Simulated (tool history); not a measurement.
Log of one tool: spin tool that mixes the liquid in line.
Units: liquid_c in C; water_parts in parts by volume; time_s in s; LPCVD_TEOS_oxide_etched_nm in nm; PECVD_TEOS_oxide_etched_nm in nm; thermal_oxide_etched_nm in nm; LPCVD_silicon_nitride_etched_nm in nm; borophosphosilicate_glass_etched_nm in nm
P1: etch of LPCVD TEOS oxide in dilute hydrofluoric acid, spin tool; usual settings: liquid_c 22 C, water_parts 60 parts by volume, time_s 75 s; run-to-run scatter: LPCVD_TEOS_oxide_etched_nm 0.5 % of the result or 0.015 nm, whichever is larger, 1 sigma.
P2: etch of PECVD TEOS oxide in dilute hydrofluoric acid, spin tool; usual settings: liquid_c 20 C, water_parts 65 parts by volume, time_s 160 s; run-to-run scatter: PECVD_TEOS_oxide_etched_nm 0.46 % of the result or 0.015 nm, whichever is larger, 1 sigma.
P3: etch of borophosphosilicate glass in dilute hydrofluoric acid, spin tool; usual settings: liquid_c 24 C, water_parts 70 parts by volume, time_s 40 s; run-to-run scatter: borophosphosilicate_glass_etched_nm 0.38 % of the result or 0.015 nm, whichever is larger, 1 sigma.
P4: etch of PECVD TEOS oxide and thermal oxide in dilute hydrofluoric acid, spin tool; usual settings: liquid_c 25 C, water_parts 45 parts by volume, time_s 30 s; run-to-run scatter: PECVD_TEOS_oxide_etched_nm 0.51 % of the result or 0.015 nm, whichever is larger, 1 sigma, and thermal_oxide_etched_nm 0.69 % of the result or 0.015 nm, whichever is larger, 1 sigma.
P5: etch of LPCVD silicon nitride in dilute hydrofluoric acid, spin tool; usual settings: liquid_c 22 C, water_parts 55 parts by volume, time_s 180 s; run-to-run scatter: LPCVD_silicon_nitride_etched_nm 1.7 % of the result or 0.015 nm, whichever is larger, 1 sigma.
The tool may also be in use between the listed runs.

| run | hour | process | liquid_c | water_parts | time_s | hours since the thermometer was replaced | hours since the hydrofluoric acid flow meter was replaced | LPCVD_TEOS_oxide_etched_nm | PECVD_TEOS_oxide_etched_nm | thermal_oxide_etched_nm | LPCVD_silicon_nitride_etched_nm | borophosphosilicate_glass_etched_nm |
|---|---|---|---|---|---|---|---|---|---|---|---|---|
| 1 | 4.3 | P1 | 22 | 60 | 75 | 1370.6 | 164.5 | 42.086 |  |  |  |  |
| 2 | 12.7 | P1 | 22 | 60 | 75 | 1379 | 172.9 | 41.766 |  |  |  |  |
| 3 | 18 | P1 | 30 | 60 | 75 | 1384.3 | 178.2 | 57.594 |  |  |  |  |
| 4 | 24.3 | P4 | 25 | 45 | 30 | 1390.6 | 184.5 |  | 8.1314 | 3.4874 |  |  |
| 5 | 32.1 | P1 | 22 | 60 | 75 | 1398.4 | 192.3 | 41.635 |  |  |  |  |
| 6 | 36.6 | P5 | 22 | 55 | 180 | 1402.9 | 196.8 |  |  |  | 1.2375 |  |
| 7 | 42.4 | P5 | 22 | 55 | 180 | 1408.7 | 202.6 |  |  |  | 1.2627 |  |
| 8 | 49 | P5 | 22 | 105 | 180 | 1415.3 | 209.2 |  |  |  | 0.65697 |  |
| 9 | 53.3 | P1 | 29.5 | 60 | 115 | 1419.6 | 213.5 | 86.922 |  |  |  |  |
| 10 | 58.1 | P2 | 27.5 | 65 | 160 | 1424.4 | 218.3 |  | 49.931 |  |  |  |
| 11 | 62.8 | P1 | 22 | 90 | 115 | 1429.1 | 223 | 41.05 |  |  |  |  |
| 12 | 69.5 | P4 | 25 | 45 | 30 | 1435.8 | 229.7 |  | 8.2137 | 3.4803 |  |  |
| 13 | 77 | P4 | 25 | 45 | 50 | 1443.3 | 237.2 |  | 13.525 | 5.7897 |  |  |
| 14 | 84.3 | P1 | 17 | 60 | 75 | 1450.6 | 244.5 | 33.521 |  |  |  |  |
| 15 | 88.3 | P3 | 24 | 20 | 40 | 1454.6 | 248.5 |  |  |  |  | 155.1 |
| 16 | 96.5 | P5 | 22 | 55 | 295 | 1462.8 | 256.7 |  |  |  | 2.0358 |  |
| 17 | 103.9 | P2 | 20 | 65 | 65 | 1470.2 | 264.1 |  | 14.959 |  |  |  |
| 18 | 109.5 | P5 | 17 | 55 | 180 | 1475.8 | 269.7 |  |  |  | 0.86004 |  |
| 19 | 113.8 | P1 | 22 | 20 | 75 | 1480.1 | 274 | 132.21 |  |  |  |  |
| 20 | 119.4 | P4 | 25 | 80 | 30 | 1485.7 | 279.6 |  | 4.3975 | 1.8584 |  |  |
| 21 | 126.1 | P3 | 24 | 70 | 40 | 1492.4 | 286.3 |  |  |  |  | 41.341 |
| 22 | 133.7 | P4 | 33 | 45 | 30 | 1500 | 293.9 |  | 11.216 | 4.7683 |  |  |
| 23 | 141.3 | P1 | 22 | 60 | 15 | 1507.6 | 301.5 | 8.3931 |  |  |  |  |
| 24 | 146.5 | P1 | 22 | 60 | 75 | 1512.8 | 306.7 | 41.704 |  |  |  |  |
| 25 | 150.5 | P1 | 22 | 60 | 75 | 1516.8 | 310.7 | 41.894 |  |  |  |  |
| 26 | 154.3 | P2 | 20 | 65 | 160 | 1520.6 | 314.5 |  | 36.866 |  |  |  |
| 27 | 162.2 | P3 | 24 | 70 | 15 | 1528.5 | 322.4 |  |  |  |  | 15.596 |
| 28 | 168.7 | P1 | 22 | 60 | 75 | 1535 | 328.9 | 42.087 |  |  |  |  |

The next listed run, before its measurement:
| 29 | 174 | P2 | 20 | 105 | 160 | 1540.3 | 334.2 |  | ? |  |  |  |

Run 29 gave PECVD_TEOS_oxide_etched_nm 21.645 nm.
